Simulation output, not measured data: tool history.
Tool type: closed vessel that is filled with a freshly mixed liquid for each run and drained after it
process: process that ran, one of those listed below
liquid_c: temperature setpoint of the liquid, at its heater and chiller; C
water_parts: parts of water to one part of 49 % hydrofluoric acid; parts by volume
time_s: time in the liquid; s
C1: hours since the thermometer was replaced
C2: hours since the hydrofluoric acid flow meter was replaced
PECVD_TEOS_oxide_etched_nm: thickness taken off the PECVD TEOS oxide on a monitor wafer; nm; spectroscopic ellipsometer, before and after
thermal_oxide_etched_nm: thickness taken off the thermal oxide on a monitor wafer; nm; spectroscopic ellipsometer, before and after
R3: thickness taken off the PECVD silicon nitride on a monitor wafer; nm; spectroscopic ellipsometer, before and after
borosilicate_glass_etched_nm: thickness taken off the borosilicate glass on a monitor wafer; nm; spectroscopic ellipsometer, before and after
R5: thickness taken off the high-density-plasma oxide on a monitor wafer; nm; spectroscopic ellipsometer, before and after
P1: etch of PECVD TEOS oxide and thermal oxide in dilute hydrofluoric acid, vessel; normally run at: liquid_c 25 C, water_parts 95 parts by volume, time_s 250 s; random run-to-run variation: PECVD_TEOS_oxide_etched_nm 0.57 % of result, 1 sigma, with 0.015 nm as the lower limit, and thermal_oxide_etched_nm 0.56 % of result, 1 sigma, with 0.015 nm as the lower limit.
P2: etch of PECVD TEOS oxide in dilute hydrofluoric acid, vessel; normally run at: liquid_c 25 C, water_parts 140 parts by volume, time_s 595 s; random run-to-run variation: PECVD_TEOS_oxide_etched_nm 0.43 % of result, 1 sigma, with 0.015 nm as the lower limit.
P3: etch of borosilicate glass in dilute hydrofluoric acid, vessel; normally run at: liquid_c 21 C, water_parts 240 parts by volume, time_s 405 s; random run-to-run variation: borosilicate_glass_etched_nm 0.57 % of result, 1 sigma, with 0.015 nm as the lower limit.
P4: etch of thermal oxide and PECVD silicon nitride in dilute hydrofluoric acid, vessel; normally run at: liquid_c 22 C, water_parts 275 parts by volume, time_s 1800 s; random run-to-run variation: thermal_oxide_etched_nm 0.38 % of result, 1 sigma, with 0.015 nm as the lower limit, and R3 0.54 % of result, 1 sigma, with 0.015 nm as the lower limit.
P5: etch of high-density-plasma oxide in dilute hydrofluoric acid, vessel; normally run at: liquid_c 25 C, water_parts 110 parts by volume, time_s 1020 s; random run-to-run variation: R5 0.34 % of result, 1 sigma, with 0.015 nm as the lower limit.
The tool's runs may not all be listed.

run 1 day=0.146 | process=P1 liquid_c=25 water_parts=95 time_s=250 | C1=876.1 C2=422.7 | PECVD_TEOS_oxide_etched_nm=54.751 thermal_oxide_etched_nm=12.55
run 2 day=0.308 | process=P1 liquid_c=25 water_parts=95 time_s=250 | C1=880 C2=426.6 | PECVD_TEOS_oxide_etched_nm=54.665 thermal_oxide_etched_nm=12.714
run 3 day=0.4 | process=P1 liquid_c=29 water_parts=150 time_s=250 | C1=882.2 C2=428.8 | PECVD_TEOS_oxide_etched_nm=37.627 thermal_oxide_etched_nm=8.7486
run 4 day=0.512 | process=P4 liquid_c=22 water_parts=275 time_s=655 | C1=884.9 C2=431.5 | thermal_oxide_etched_nm=8.3629 R3=9.0201
run 5 day=0.596 | process=P3 liquid_c=17 water_parts=240 time_s=405 | C1=886.9 C2=433.5 | borosilicate_glass_etched_nm=33.811
run 6 day=0.771 | process=P5 liquid_c=25 water_parts=110 time_s=1510 | C1=891.1 C2=437.7 | R5=72.719
run 7 day=0.896 | process=P3 liquid_c=21 water_parts=240 time_s=775 | C1=894.1 C2=440.7 | borosilicate_glass_etched_nm=76.279
run 8 day=1.033 | process=P1 liquid_c=25 water_parts=95 time_s=360 | C1=897.4 C2=444 | PECVD_TEOS_oxide_etched_nm=78.29 thermal_oxide_etched_nm=18.39
run 9 day=1.217 | process=P1 liquid_c=25 water_parts=50 time_s=250 | C1=901.8 C2=448.4 | PECVD_TEOS_oxide_etched_nm=109.79 thermal_oxide_etched_nm=25.606
run 10 day=1.329 | process=P4 liquid_c=22 water_parts=505 time_s=1800 | C1=904.5 C2=451.1 | thermal_oxide_etched_nm=10.266 R3=13.839
run 11 day=1.417 | process=P2 liquid_c=25 water_parts=140 time_s=240 | C1=906.6 C2=453.2 | PECVD_TEOS_oxide_etched_nm=23.916
run 12 day=1.546 | process=P5 liquid_c=25 water_parts=175 time_s=1020 | C1=909.7 C2=456.3 | R5=28.582
run 13 day=1.633 | process=P1 liquid_c=25 water_parts=20 time_s=115 | C1=911.8 C2=458.4 | PECVD_TEOS_oxide_etched_nm=131.32 thermal_oxide_etched_nm=30.731
run 14 day=1.821 | process=P3 liquid_c=21 water_parts=240 time_s=405 | C1=916.3 C2=462.9 | borosilicate_glass_etched_nm=39.409
run 15 day=1.933 | process=P4 liquid_c=22 water_parts=275 time_s=1800 | C1=919 C2=465.6 | thermal_oxide_etched_nm=22.974 R3=25.11
run 16 day=2.058 | process=P1 liquid_c=25 water_parts=175 time_s=250 | C1=922 C2=468.6 | PECVD_TEOS_oxide_etched_nm=26.959 thermal_oxide_etched_nm=6.2809
run 17 day=2.158 | process=P1 liquid_c=21.5 water_parts=95 time_s=250 | C1=924.4 C2=471 | PECVD_TEOS_oxide_etched_nm=47.53 thermal_oxide_etched_nm=11.157
run 18 day=2.296 | process=P3 liquid_c=21 water_parts=120 time_s=405 | C1=927.7 C2=474.3 | borosilicate_glass_etched_nm=89.655
run 19 day=2.433 | process=P1 liquid_c=19 water_parts=95 time_s=30 | C1=931 C2=477.6 | PECVD_TEOS_oxide_etched_nm=5.1232 thermal_oxide_etched_nm=1.1719
run 20 day=2.6 | process=P1 liquid_c=25 water_parts=95 time_s=250 | C1=935 C2=481.6 | PECVD_TEOS_oxide_etched_nm=55.043 thermal_oxide_etched_nm=12.716
run 21 day=2.783 | process=P2 liquid_c=25 water_parts=40 time_s=595 | C1=939.4 C2=486 | PECVD_TEOS_oxide_etched_nm=235.84
run 22 day=2.958 | process=P1 liquid_c=25 water_parts=95 time_s=250 | C1=943.6 C2=490.2 | PECVD_TEOS_oxide_etched_nm=54.18 thermal_oxide_etched_nm=12.686
run 23 day=3.079 | process=P5 liquid_c=25 water_parts=110 time_s=1020 | C1=946.5 C2=493.1 | R5=49.064
run 24 day=3.217 | process=P4 liquid_c=27.5 water_parts=275 time_s=1800 | C1=949.8 C2=496.4 | thermal_oxide_etched_nm=27.954 R3=34.428
run 25 day=3.379 | process=P2 liquid_c=18 water_parts=140 time_s=595 | C1=953.7 C2=500.3 | PECVD_TEOS_oxide_etched_nm=44.808
run 26 day=3.488 | process=P1 liquid_c=32.5 water_parts=95 time_s=250 | C1=956.3 C2=502.9 | PECVD_TEOS_oxide_etched_nm=72.264 thermal_oxide_etched_nm=16.915
run 27 day=3.621 | process=P1 liquid_c=25 water_parts=95 time_s=250 | C1=959.5 C2=506.1 | PECVD_TEOS_oxide_etched_nm=54.358 thermal_oxide_etched_nm=12.681
run 28 day=3.775 | process=P3 liquid_c=21 water_parts=240 time_s=405 | C1=963.2 C2=509.8 | borosilicate_glass_etched_nm=39.38
run 29 day=3.883 | process=P2 liquid_c=25 water_parts=140 time_s=595 | C1=965.8 C2=512.4 | PECVD_TEOS_oxide_etched_nm=59.017
run 30 day=3.971 | process=P5 liquid_c=17.5 water_parts=110 time_s=1020 | C1=967.9 C2=514.5 | R5=36.238
run 31 day=4.075 | process=P1 liquid_c=25 water_parts=95 time_s=50 | C1=970.4 C2=517 | PECVD_TEOS_oxide_etched_nm=10.959 thermal_oxide_etched_nm=2.5429
run 32 day=4.258 | process=P1 liquid_c=25 water_parts=95 time_s=250 | C1=974.8 C2=521.4 | PECVD_TEOS_oxide_etched_nm=55.183 thermal_oxide_etched_nm=12.542
run 33 day=4.446 | process=P1 liquid_c=25 water_parts=95 time_s=250 | C1=979.3 C2=525.9 | PECVD_TEOS_oxide_etched_nm=54.874 thermal_oxide_etched_nm=12.564
run 34 day=4.6 | process=P1 liquid_c=25 water_parts=95 time_s=250 | C1=983 C2=529.6 | PECVD_TEOS_oxide_etched_nm=53.506 thermal_oxide_etched_nm=12.348
run 35 day=4.725 | process=P1 liquid_c=25 water_parts=95 time_s=250 | C1=986 C2=532.6 | PECVD_TEOS_oxide_etched_nm=52.224 thermal_oxide_etched_nm=12.157
run 36 day=4.833 | process=P1 liquid_c=25 water_parts=95 time_s=250 | C1=988.6 C2=535.2 | PECVD_TEOS_oxide_etched_nm=52.134 thermal_oxide_etched_nm=11.965
run 37 day=5 | process=P1 liquid_c=25 water_parts=95 time_s=250 | C1=992.6 C2=539.2 | PECVD_TEOS_oxide_etched_nm=51.175 thermal_oxide_etched_nm=11.957
run 38 day=5.167 | process=P1 liquid_c=25 water_parts=95 time_s=250 | C1=996.6 C2=543.2 | PECVD_TEOS_oxide_etched_nm=51.21 thermal_oxide_etched_nm=11.883
run 39 day=5.3 | process=P1 liquid_c=25 water_parts=95 time_s=250 | C1=999.8 C2=546.4 | PECVD_TEOS_oxide_etched_nm=50.835 thermal_oxide_etched_nm=11.844
run 40 day=5.454 | process=P1 liquid_c=25 water_parts=95 time_s=250 | C1=1003.5 C2=550.1 | PECVD_TEOS_oxide_etched_nm=51.709 thermal_oxide_etched_nm=11.99
run 41 day=5.608 | process=P1 liquid_c=25 water_parts=95 time_s=250 | C1=1007.2 C2=553.8 | PECVD_TEOS_oxide_etched_nm=51.727 thermal_oxide_etched_nm=11.899

P1 no longer gives what it gave before; its output has crept away from where it was. The following 2 causes, each at its listed size, fit the log equally well:
A: liquid colder than its thermometer reads (K) = 1.67
B: hydrofluoric acid flow below the setpoint (%) = 5.72
At approximately day 4.446, the process output began to creep.

Listed below are the offered check runs, one wafer per run, with question marks in place of results. For which of them would the causes give clearly different outcomes?
run check 1 day=5.762 | process=P3 liquid_c=21 water_parts=240 time_s=755 | borosilicate_glass_etched_nm=?
run check 2 day=5.762 | process=P5 liquid_c=25 water_parts=145 time_s=1020 | R5=?
run check 3 day=5.762 | process=P4 liquid_c=22 water_parts=480 time_s=1800 | thermal_oxide_etched_nm=? R3=?
run check 4 day=5.762 | process=P2 liquid_c=21.5 water_parts=50 time_s=595 | PECVD_TEOS_oxide_etched_nm=?

Expected result of each check under each candidate cause:
check=check_1 result=borosilicate_glass_etched_nm if_A=69.209 if_B=68.524
check=check_2 result=R5 if_A=33.551 if_B=33.375
check=check_3 result=thermal_oxide_etched_nm if_A=10.396 if_B=10.114
check=check_3 result=R3 if_A=13.062 if_B=13.624
check=check_4 result=PECVD_TEOS_oxide_etched_nm if_A=150.38 if_B=151.58
Per-check spread between the two closest causes, in the result where they differ most: check 1 0.99 %; check 2 0.53 %; check 3 4.21 %; check 4 0.8 %
The causes can be told apart only by check 3. The other checks would give nearly the same results under each of them.

The results of check 3 are: thermal_oxide_etched_nm 10.15 nm; R3 13.668 nm. Based on these, which of the listed causes is it?

It is B: hydrofluoric acid flow below the setpoint (%).
